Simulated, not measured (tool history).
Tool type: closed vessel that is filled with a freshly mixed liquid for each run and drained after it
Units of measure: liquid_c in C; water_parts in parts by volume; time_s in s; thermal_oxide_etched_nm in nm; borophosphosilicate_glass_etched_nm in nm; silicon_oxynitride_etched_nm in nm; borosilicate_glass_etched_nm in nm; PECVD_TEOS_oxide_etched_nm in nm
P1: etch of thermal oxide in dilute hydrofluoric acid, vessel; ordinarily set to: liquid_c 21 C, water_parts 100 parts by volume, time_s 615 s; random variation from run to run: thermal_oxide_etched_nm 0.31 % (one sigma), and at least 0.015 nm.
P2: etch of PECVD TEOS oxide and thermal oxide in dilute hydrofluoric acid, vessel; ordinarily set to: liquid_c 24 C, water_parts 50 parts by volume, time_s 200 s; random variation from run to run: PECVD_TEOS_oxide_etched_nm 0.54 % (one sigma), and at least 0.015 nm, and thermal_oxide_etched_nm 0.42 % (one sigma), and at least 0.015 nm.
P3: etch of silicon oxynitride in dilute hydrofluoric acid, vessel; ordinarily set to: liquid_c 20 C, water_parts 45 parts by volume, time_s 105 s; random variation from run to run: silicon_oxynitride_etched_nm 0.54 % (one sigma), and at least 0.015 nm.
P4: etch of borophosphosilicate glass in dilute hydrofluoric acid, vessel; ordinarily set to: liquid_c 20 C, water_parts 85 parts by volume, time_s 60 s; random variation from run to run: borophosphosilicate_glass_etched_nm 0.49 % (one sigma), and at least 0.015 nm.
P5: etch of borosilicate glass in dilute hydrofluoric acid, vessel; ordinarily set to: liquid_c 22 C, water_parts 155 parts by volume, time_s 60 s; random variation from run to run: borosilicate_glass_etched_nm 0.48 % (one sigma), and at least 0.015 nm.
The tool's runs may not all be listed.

run,day,process,liquid_c,water_parts,time_s,hours since the thermometer was replaced,hours since the hydrofluoric acid flow meter was replaced,thermal_oxide_etched_nm,borophosphosilicate_glass_etched_nm,silicon_oxynitride_etched_nm,borosilicate_glass_etched_nm,PECVD_TEOS_oxide_etched_nm
1,0.342,P1,21,100,615,1672.9,416.4,25.138,,,,
2,0.733,P4,20,135,60,1682.3,425.8,,15.361,,,
3,1.121,P3,20,45,105,1691.6,435.1,,,4.8412,,
4,1.733,P1,21,100,615,1706.3,449.8,25.053,,,,
5,2.358,P3,17,45,105,1721.3,464.8,,,4.1274,,
6,2.971,P1,21,135,145,1736,479.5,4.2603,,,,
# day 3.217: thermometer replaced
7,3.529,P1,25,100,615,7.6,492.9,29.578,,,,
8,3.979,P5,17,155,60,18.4,503.7,,,,11.038,
9,4.458,P4,20,85,60,29.9,515.2,,25.78,,,
10,5.054,P5,22,270,60,44.2,529.5,,,,6.8375,
11,5.338,P3,20,45,210,51,536.3,,,9.5987,,
12,5.704,P1,21,145,615,59.8,545.1,16.441,,,,
13,6.275,P2,19.5,50,200,73.5,558.8,16.821,,,,42.28
14,6.833,P2,24,50,200,86.9,572.2,20.217,,,,50.184
15,7.129,P1,21,100,335,94,579.3,13.687,,,,
16,7.567,P1,21,100,615,104.5,589.8,25.263,,,,
17,8.212,P4,20,85,30,120,605.3,,12.906,,,
18,8.712,P2,24,50,40,132,617.3,4.0508,,,,10.087
19,9.267,P5,22,155,110,145.3,630.6,,,,24.647,
20,9.712,P1,21,100,925,156,641.3,38.047,,,,
21,10.033,P1,17,100,615,163.7,649,21.32,,,,
22,10.492,P1,17,60,615,174.7,660,37.246,,,,
23,10.9,P3,20,65,105,184.5,669.8,,,3.2717,,
24,11.45,P1,21,20,615,197.7,683,138.67,,,,
25,11.738,P4,27,85,60,204.6,689.9,,34.233,,,
26,12.046,P2,24,85,200,212,697.3,11.34,,,,28.588
27,12.467,P5,22,155,60,222.1,707.4,,,,13.466,
28,12.879,P1,21,100,615,232,717.3,25.082,,,,
29,13.517,P1,21,100,615,247.3,732.6,25.278,,,,
30,14.083,P3,20,45,105,260.9,746.2,,,4.8117,,
31,14.412,P1,21,100,615,268.8,754.1,25.181,,,,
32,14.912,P1,21,100,615,280.8,766.1,25.238,,,,
33,15.467,P1,21,100,615,294.1,779.4,24.048,,,,
34,15.788,P1,21,100,615,301.8,787.1,23.902,,,,
35,16.296,P1,21,100,615,314,799.3,23.364,,,,
36,16.679,P1,21,100,615,323.2,808.5,23.369,,,,
37,17.188,P1,21,100,615,335.4,820.7,23.286,,,,
38,17.821,P1,21,100,615,350.6,835.9,23.086,,,,
39,18.429,P1,21,100,615,365.2,850.5,22.977,,,,

What P1 gives has crept away from where it was. These 2 causes fit the log equally well, each at the size given:
A: liquid colder than its thermometer reads (K) = 2.18
B: hydrofluoric acid flow below the setpoint (%) = 7.68
Onset of the creep was near day 14.912.

Which of the 4 check runs listed below, each an average over 3 wafers with its results shown as question marks, gives clearly different results under the different listed causes?
check 1,19.038,P2,24,70,200,,,?,,,,?
check 2,19.038,P5,17,155,105,,,,,,?,
check 3,19.038,P3,17,45,105,,,,,?,,
check 4,19.038,P4,23.5,85,60,,,,?,,,

How each check would come out, cause by cause:
check,result,if A,if B
check 1,thermal_oxide_etched_nm,12.86,12.883
check 1,PECVD_TEOS_oxide_etched_nm,32.342,32.401
check 2,borosilicate_glass_etched_nm,17.625,17.587
check 3,silicon_oxynitride_etched_nm,3.6758,3.7932
check 4,borophosphosilicate_glass_etched_nm,27.227,27.225
Distance between the nearest two causes, measured in the result of the check that separates them most: check 1 0.18 %; check 2 0.21 %; check 3 3.15 %; check 4 0.01 %
Only check 3 tells the causes apart: in the others they would give nearly the same result.

Check 3 was carried out, with these results: silicon_oxynitride_etched_nm 3.803 nm. Which of the listed causes is responsible?

It is B: hydrofluoric acid flow below the setpoint (%).
